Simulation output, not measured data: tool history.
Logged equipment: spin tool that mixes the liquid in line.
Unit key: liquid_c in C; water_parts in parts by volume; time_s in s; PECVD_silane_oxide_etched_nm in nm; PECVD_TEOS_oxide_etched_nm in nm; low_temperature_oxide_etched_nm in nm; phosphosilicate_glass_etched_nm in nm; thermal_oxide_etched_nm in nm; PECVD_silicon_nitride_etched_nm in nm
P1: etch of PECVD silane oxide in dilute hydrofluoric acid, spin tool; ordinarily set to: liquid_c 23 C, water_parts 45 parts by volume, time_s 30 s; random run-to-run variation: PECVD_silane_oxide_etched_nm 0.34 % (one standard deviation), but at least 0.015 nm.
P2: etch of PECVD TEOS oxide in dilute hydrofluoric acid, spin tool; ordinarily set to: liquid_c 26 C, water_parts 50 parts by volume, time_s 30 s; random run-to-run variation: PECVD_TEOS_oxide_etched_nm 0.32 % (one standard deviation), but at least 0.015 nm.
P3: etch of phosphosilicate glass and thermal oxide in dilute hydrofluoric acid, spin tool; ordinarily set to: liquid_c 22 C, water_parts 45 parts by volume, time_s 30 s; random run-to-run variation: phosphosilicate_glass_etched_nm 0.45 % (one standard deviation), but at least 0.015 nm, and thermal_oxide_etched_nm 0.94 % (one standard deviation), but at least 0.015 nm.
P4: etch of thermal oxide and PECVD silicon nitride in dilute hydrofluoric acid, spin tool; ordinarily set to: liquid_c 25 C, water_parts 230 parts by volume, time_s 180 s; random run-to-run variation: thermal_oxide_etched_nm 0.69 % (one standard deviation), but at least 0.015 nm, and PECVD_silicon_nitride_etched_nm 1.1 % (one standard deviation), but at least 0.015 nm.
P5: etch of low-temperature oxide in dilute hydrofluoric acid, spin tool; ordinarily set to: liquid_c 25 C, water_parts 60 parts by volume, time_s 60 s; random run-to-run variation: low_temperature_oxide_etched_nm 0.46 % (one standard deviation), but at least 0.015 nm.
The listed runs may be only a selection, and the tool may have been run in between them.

run    day  process  liquid_c  water_parts  time_s  PECVD_silane_oxide_etched_nm  PECVD_TEOS_oxide_etched_nm  low_temperature_oxide_etched_nm  phosphosilicate_glass_etched_nm  thermal_oxide_etched_nm  PECVD_silicon_nitride_etched_nm
  1  0.192       P1        23           45      30                        15.834
  2  0.462       P1        23           45      30                        15.769
  3  0.742       P1        23           45      45                        23.775
  4  0.904       P1        23           45      30                        15.654
  5  1.129       P2        26           20      30                                                    23.462
  6   1.35       P5        30           60      60                                                                                     15.527
  7  1.496       P3        22           45      30                                                                                                                      102.79                   2.9373
  8  1.704       P1        23           65      30                        10.647
  9  1.979       P1      29.5           20      30                        47.995
 10  2.142       P4      31.5          230     180                                                                                                                                               4.5351                           3.2543
 11  2.438       P2      32.5           50      30                                                    11.577
 12  2.638       P2        26           50      65                                                    19.512
 13  2.875       P4        25          360     180                                                                                                                                               2.0046                           1.3738
 14  3.133       P1        30           45      30                        20.984
 15  3.296       P3        22           20      30                                                                                                                      241.88                   6.8829
     3.417  -- hydrofluoric acid flow meter replaced
 16  3.488       P1        17           45      30                        12.198
 17  3.788       P1        23           30      30                        24.122
 18  4.042       P4        25          230      40                                                                                                                                              0.80291                          0.47075
 19  4.262       P4        25          230     180                                                                                                                                               3.5638                           2.2316
 20  4.479       P3        27           45      30                                                                                                                      127.38                   3.6695
 21  4.633       P5        25           60      60                                                                                     12.823
 22  4.946       P3        22           45      50                                                                                                                      170.89                   4.9379
 23  5.179       P4        25          230     180                                                                                                                                               3.5596                           2.1975
 24    5.5       P1        23           45      30                        15.809
 25  5.746       P1        23           45      30                        15.716
 26  5.983       P5        25           25      60                                                                                     32.054
 27  6.217       P1        23           45      15                         7.885
 28  6.542       P2        26           50      30                                                     9.051
 29  6.704       P5        25           60     100                                                                                     21.165
 30  6.958       P1      29.5           45      15                        10.276
 31  7.271       P5        25           60      60                                                                                     12.694
 32  7.446       P1        23           45      30                        15.817
 33   7.65       P1        23           45      30                          15.2
 34  7.858       P1        23           45      30                        14.859
 35  8.129       P1        23           45      30                        14.661
 36  8.425       P1        23           45      30                        14.604
 37  8.579       P1        23           45      30                        14.557
 38  8.725       P1        23           45      30                        14.418
 39  8.888       P1        23           45      30                        14.371
 40  9.154       P1        23           45      30                        14.368

Run 41 comes next. What will it give?
 41  9.308       P1        23           45      30                             ?

PECVD_silane_oxide_etched_nm: 14.445 nm
